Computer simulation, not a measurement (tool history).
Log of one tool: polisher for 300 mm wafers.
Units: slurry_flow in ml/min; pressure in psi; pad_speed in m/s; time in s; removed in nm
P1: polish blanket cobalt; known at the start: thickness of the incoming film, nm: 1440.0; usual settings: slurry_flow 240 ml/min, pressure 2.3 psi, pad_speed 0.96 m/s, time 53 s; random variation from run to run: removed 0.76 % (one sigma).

run   hour  slurry_flow  pressure  pad_speed  time  wafers polished on this pad  hours since the slurry nozzle was cleaned  hours since the head pressure was calibrated  removed
  1    3.5          240       2.3       0.96    53                          571                                      207.7                                           409    233.8
  2    8.1          240       2.3       0.96    53                          615                                      212.3                                         413.6   236.26
  3   10.5          240       2.3       0.96    85                          637                                      214.7                                           416      371
  4   14.3          240       2.3       0.96    53                          673                                      218.5                                         419.8   234.14
  5   17.6          345       2.3       0.96    53                          704                                      221.8                                         423.1   242.09
  6   21.1          240       2.3       0.96    53                          737                                      225.3                                         426.6   233.77
  7     25          240       2.3       0.96    53                          774                                      229.2                                         430.5   235.79
  8   29.4          335       2.9       0.96    53                          815                                      233.6                                         434.9   302.93
  9   33.4          240       2.3       0.96    53                          853                                      237.6                                         438.9   231.88
 10   36.9          240       2.3       0.96    53                          886                                      241.1                                         442.4   233.97
 11     39          145       2.3        1.3    53                          906                                      243.2                                         444.5   295.94
 12   43.1          240       1.4       0.96    53                          944                                      247.3                                         448.6   142.74
 13   47.1          240       2.3       0.96    26                          982                                      251.3                                         452.6   115.02
 14   51.7          240       2.3       1.26    53                         1025                                      255.9                                         457.2   305.43
 15   56.3          145       2.3       0.96    53                         1068                                      260.5                                         461.8   218.09
 16   60.9          240       2.3       0.54    53                         1112                                      265.1                                         466.4   131.98
      63.2  -- head pressure recalibrated
 17   63.8          240       2.9       0.96    38                         1139                                        268                                           0.7   210.71
 18   67.6          240       3.6       0.96    53                         1175                                      271.8                                           4.5   361.78
 19   70.7          240       2.3       0.96    53                         1204                                      274.9                                           7.6   232.14
 20   73.6          240       2.3       0.96    53                         1231                                      277.8                                          10.5   229.25
 21   75.7          240       2.3       0.96    53                         1251                                      279.9                                          12.6   227.69
 22   80.2          240       2.3       0.96    53                         1293                                      284.4                                          17.1   225.22
 23   84.7          240       2.3       0.96    53                         1336                                      288.9                                          21.6   219.18
 24     89          240       2.3       0.96    53                         1376                                      293.2                                          25.9   220.77
 25   92.3          240       2.3       0.96    53                         1407                                      296.5                                          29.2   218.14
      92.6  -- worn pad replaced by a new one
 26   95.9          240       2.3       0.96    53                           31                                      300.1                                          32.8   216.55
 27  100.1          240       2.3       0.96    53                           70                                      304.3                                            37   220.15
 28  103.7          240       2.3       0.96    53                          104                                      307.9                                          40.6   218.35
 29  107.8          240       2.3       0.96    53                          143                                        312                                          44.7   217.86

What P1 gives has crept away from where it was. These 2 causes fit the log equally well, each at the size given:
A: head's pressure below its setpoint, % = 6.08
B: slurry flow missing at the pad, % = 36.6
The creep began at about hour 70.7.
Why every other cause is out:
removal rate lost through wear of the pad, %: serviced at hour 92.6, which brought nothing back

4 check runs are offered, each on 3 wafers whose results are averaged, their results left as question marks. Which one tells the causes apart?
check 1  111.9          145       2.3       0.96    70                                                                                                                              ?
check 2  111.9          240       2.3       0.66    53                                                                                                                              ?
check 3  111.9          240       3.5       1.24    53                                                                                                                              ?
check 4  111.9          240       1.5       0.96    33                                                                                                                              ?

What each check would give under each cause:
  check   result    if A    if B
check 1  removed  269.63   259.8
check 2  removed  150.71  150.69
check 3  removed  430.88  430.82
check 4  removed  89.015  89.003
How far apart the two closest causes lie, in the result that separates them most: check 1 3.71 %; check 2 0.01 %; check 3 0.01 %; check 4 0.01 %
Only check 1 tells the causes apart: in the others they would give nearly the same result.

Check 1 was then run and gave: removed 268.29 nm. Which cause is it?

It is A: head's pressure below its setpoint, %.

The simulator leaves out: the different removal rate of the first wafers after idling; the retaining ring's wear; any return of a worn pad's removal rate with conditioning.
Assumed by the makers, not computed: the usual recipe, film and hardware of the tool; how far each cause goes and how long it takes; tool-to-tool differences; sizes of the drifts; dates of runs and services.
